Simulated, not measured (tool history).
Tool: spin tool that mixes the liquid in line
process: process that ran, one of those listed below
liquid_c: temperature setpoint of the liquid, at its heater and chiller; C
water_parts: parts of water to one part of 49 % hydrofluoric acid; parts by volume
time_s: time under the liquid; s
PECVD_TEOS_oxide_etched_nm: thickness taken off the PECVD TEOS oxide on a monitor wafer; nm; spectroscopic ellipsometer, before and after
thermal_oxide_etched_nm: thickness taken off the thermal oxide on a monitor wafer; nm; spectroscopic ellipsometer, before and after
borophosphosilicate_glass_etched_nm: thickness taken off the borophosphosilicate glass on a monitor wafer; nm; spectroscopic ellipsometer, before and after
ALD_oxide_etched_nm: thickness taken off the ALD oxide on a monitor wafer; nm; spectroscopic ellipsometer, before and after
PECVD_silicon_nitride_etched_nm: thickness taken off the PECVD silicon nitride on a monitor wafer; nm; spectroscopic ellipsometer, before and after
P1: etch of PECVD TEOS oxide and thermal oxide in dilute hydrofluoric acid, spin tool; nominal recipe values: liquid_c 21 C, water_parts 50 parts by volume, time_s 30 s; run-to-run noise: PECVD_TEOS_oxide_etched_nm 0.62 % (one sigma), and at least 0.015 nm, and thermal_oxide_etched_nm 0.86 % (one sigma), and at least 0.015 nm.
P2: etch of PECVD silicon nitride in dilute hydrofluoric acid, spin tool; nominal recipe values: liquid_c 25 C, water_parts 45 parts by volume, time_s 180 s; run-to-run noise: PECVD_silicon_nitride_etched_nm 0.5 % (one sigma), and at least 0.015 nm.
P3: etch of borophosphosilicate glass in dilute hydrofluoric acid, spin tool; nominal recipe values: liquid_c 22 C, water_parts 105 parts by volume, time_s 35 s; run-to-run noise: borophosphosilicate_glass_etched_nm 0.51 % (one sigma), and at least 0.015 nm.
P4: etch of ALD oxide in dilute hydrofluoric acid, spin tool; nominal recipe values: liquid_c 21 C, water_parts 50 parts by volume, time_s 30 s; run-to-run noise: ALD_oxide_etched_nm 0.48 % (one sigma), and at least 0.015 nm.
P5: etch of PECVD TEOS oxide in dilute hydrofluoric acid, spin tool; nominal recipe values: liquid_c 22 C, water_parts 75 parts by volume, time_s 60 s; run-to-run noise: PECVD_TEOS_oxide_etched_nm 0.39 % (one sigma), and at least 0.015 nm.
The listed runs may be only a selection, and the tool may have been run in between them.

run,hour,process,liquid_c,water_parts,time_s,PECVD_TEOS_oxide_etched_nm,thermal_oxide_etched_nm,borophosphosilicate_glass_etched_nm,ALD_oxide_etched_nm,PECVD_silicon_nitride_etched_nm
1,9.1,P1,21,50,30,5.2216,2.70350,,,
2,17.9,P5,17,75,60,9.3258,,,,
3,24.6,P1,21,75,15,1.6893,0.85043,,,
4,32.0,P3,29,105,35,,,21.4930,,
5,43.0,P1,28,50,50,11.5430,5.86790,,,
6,51.6,P5,22,105,60,7.8807,,,,
7,58.4,P3,22,105,35,,,16.2150,,
8,64.7,P4,21,50,15,,,,5.8361,
# hour 68.1: thermometer replaced
9,72.2,P4,21,50,30,,,,11.6290,
10,80.7,P4,27,50,30,,,,14.8690,
11,86.7,P3,22,105,35,,,16.2250,,
12,96.1,P2,25,75,180,,,,,9.1497
13,102.5,P1,21,80,30,3.1530,1.65220,,,
14,111.3,P2,17,45,180,,,,,8.6732
15,121.4,P5,22,75,115,21.9940,,,,
16,129.0,P1,21,20,50,22.6520,11.64800,,,
17,137.2,P1,21,50,50,8.8263,4.41950,,,
18,144.8,P1,26,50,30,6.4126,3.27180,,,
19,153.6,P1,17,50,30,4.4531,2.21760,,,
20,162.8,P1,21,30,30,8.9704,4.60940,,,
21,169.5,P1,21,50,30,5.2297,2.72210,,,
22,176.2,P1,21,50,15,2.6319,1.33250,,,
23,184.8,P3,22,105,20,,,9.2342,,
24,191.7,P5,22,75,60,11.4020,,,,
25,197.4,P4,21,80,30,,,,7.0681,
26,208.4,P3,22,25,35,,,74.6380,,
27,216.9,P1,21,50,30,5.2947,2.67090,,,
28,222.5,P1,21,50,30,5.2101,2.70230,,,
29,227.8,P2,25,45,180,,,,,14.9640
30,233.2,P2,25,45,180,,,,,15.2530
31,243.2,P2,25,45,40,,,,,3.3802
32,250.6,P1,21,50,30,5.2529,2.71460,,,
33,259.9,P1,21,50,30,5.3815,2.80810,,,
34,267.8,P1,21,50,30,5.5770,2.83250,,,
35,273.2,P1,21,50,30,5.5982,2.90030,,,
36,279.5,P1,21,50,30,5.5337,2.85710,,,
37,290.5,P1,21,50,30,5.6168,2.88940,,,
38,301.4,P1,21,50,30,5.6951,2.90010,,,
39,311.7,P1,21,50,30,5.6472,2.86450,,,

P1 has crept away from where it was. The log is fitted equally well by each of these 2 causes, at the sizes shown:
A: hydrofluoric acid flow above the setpoint (%) = 7.86
B: liquid hotter than its thermometer reads (K) = 1.92
The creep began at about hour 250.6.

Which of the 4 check runs listed below separates the causes, so that each cause would produce a clearly different result? Each run uses one wafer, and its results are marked with question marks.
check 1,322.0,P5,22,75,60,?,,,,
check 2,322.0,P4,21,50,30,,,,?,
check 3,322.0,P2,25,45,180,,,,,?
check 4,322.0,P3,22,105,35,,,?,,

Outcome of each check run for each possible cause:
check,result,if A,if B
check 1,PECVD_TEOS_oxide_etched_nm,12.4260,12.3740
check 2,ALD_oxide_etched_nm,12.5750,12.5780
check 3,PECVD_silicon_nitride_etched_nm,16.2790,17.1820
check 4,borophosphosilicate_glass_etched_nm,17.6630,17.5210
Separation of the two closest causes in each check, using whichever result separates them best: check 1 0.42 %; check 2 0.02 %; check 3 5.4 %; check 4 0.81 %
Only check 3 tells the causes apart: in the others they would give nearly the same result.

The results of check 3 are: PECVD_silicon_nitride_etched_nm 17.2160 nm. Based on these, which of the listed causes is it?

B is the cause: liquid hotter than its thermometer reads (K).
